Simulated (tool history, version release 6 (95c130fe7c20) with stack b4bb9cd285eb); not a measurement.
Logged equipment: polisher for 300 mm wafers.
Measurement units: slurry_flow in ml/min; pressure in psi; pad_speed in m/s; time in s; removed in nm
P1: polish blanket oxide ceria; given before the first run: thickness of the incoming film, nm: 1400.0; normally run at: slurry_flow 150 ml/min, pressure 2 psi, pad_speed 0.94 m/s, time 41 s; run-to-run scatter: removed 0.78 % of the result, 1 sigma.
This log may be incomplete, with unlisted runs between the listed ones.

run 1 day=0.321 | slurry_flow=150 pressure=2 pad_speed=0.94 time=41 | removed=121.57
run 2 day=0.696 | slurry_flow=150 pressure=2 pad_speed=0.54 time=22 | removed=37.882
run 3 day=1.138 | slurry_flow=90 pressure=2 pad_speed=0.94 time=41 | removed=109.83
run 4 day=1.654 | slurry_flow=150 pressure=2 pad_speed=0.94 time=41 | removed=122.9
-- day=1.804 worn pad replaced by a new one
run 5 day=1.971 | slurry_flow=150 pressure=2.9 pad_speed=0.94 time=41 | removed=177.5
run 6 day=2.375 | slurry_flow=150 pressure=2 pad_speed=0.94 time=41 | removed=122.19
run 7 day=2.762 | slurry_flow=190 pressure=0.9 pad_speed=0.94 time=41 | removed=56.76
run 8 day=3.025 | slurry_flow=150 pressure=2 pad_speed=0.94 time=41 | removed=120.61
-- day=3.071 head pressure recalibrated
run 9 day=3.508 | slurry_flow=230 pressure=2 pad_speed=0.94 time=41 | removed=128.92
run 10 day=3.842 | slurry_flow=150 pressure=2 pad_speed=0.94 time=63 | removed=188.79
run 11 day=4.1 | slurry_flow=150 pressure=2 pad_speed=0.94 time=19 | removed=56.799
run 12 day=4.412 | slurry_flow=150 pressure=2 pad_speed=0.94 time=41 | removed=122.05
run 13 day=4.779 | slurry_flow=150 pressure=2 pad_speed=1.42 time=41 | removed=184.89
run 14 day=5.196 | slurry_flow=150 pressure=1.1 pad_speed=0.94 time=41 | removed=67.891
run 15 day=5.488 | slurry_flow=150 pressure=2 pad_speed=0.5 time=41 | removed=66.414
run 16 day=5.967 | slurry_flow=150 pressure=2 pad_speed=0.94 time=41 | removed=122.03
run 17 day=6.404 | slurry_flow=150 pressure=2 pad_speed=0.94 time=41 | removed=117.61
run 18 day=6.896 | slurry_flow=150 pressure=2 pad_speed=0.94 time=41 | removed=115.29
run 19 day=7.192 | slurry_flow=150 pressure=2 pad_speed=0.94 time=41 | removed=114.93
run 20 day=7.529 | slurry_flow=150 pressure=2 pad_speed=0.94 time=41 | removed=111.18
run 21 day=7.85 | slurry_flow=150 pressure=2 pad_speed=0.94 time=41 | removed=110.45
-- day=7.883 worn pad replaced by a new one
run 22 day=8.125 | slurry_flow=150 pressure=2 pad_speed=0.94 time=41 | removed=112
run 23 day=8.504 | slurry_flow=150 pressure=2 pad_speed=0.94 time=41 | removed=111.68
run 24 day=8.829 | slurry_flow=150 pressure=2 pad_speed=0.94 time=41 | removed=110.76

P1 has crept away from where it was. The log is fitted equally well by each of these 2 causes, at the sizes shown:
A: head's pressure below its setpoint, % = 9.21
B: slurry flow missing at the pad, % = 36.3
The creep began at about day 5.967.
Excluded causes, each with its reason:
removal rate lost through wear of the pad, %: serviced at day 7.883, after the change had begun; the process did not return to its earlier output

Which of the 4 check runs listed below, each an average over 3 wafers with its results shown as question marks, gives clearly different results under the different listed causes?
run check 1 day=9.154 | slurry_flow=150 pressure=2 pad_speed=0.94 time=52 | removed=?
run check 2 day=9.154 | slurry_flow=105 pressure=2 pad_speed=0.94 time=31 | removed=?
run check 3 day=9.154 | slurry_flow=150 pressure=2 pad_speed=1.4 time=41 | removed=?
run check 4 day=9.154 | slurry_flow=150 pressure=2 pad_speed=1.36 time=62 | removed=?

How each check would come out, cause by cause:
check=check_1 result=removed if_A=141.05 if_B=141.08
check=check_2 result=removed if_A=78.177 if_B=75.474
check=check_3 result=removed if_A=165.64 if_B=165.68
check=check_4 result=removed if_A=243.32 if_B=243.38
Minimum pairwise separation of causes per check, each pair taken at its best-separating result: check 1 0.02 %; check 2 3.52 %; check 3 0.02 %; check 4 0.02 %
Check 2 is the one run that separates the causes; every other check would come out nearly the same whichever cause is at work.

Check 2 has now been run. It gave: removed 75.944 nm. Which of the candidate causes is it?

The cause is B: slurry flow missing at the pad, %.
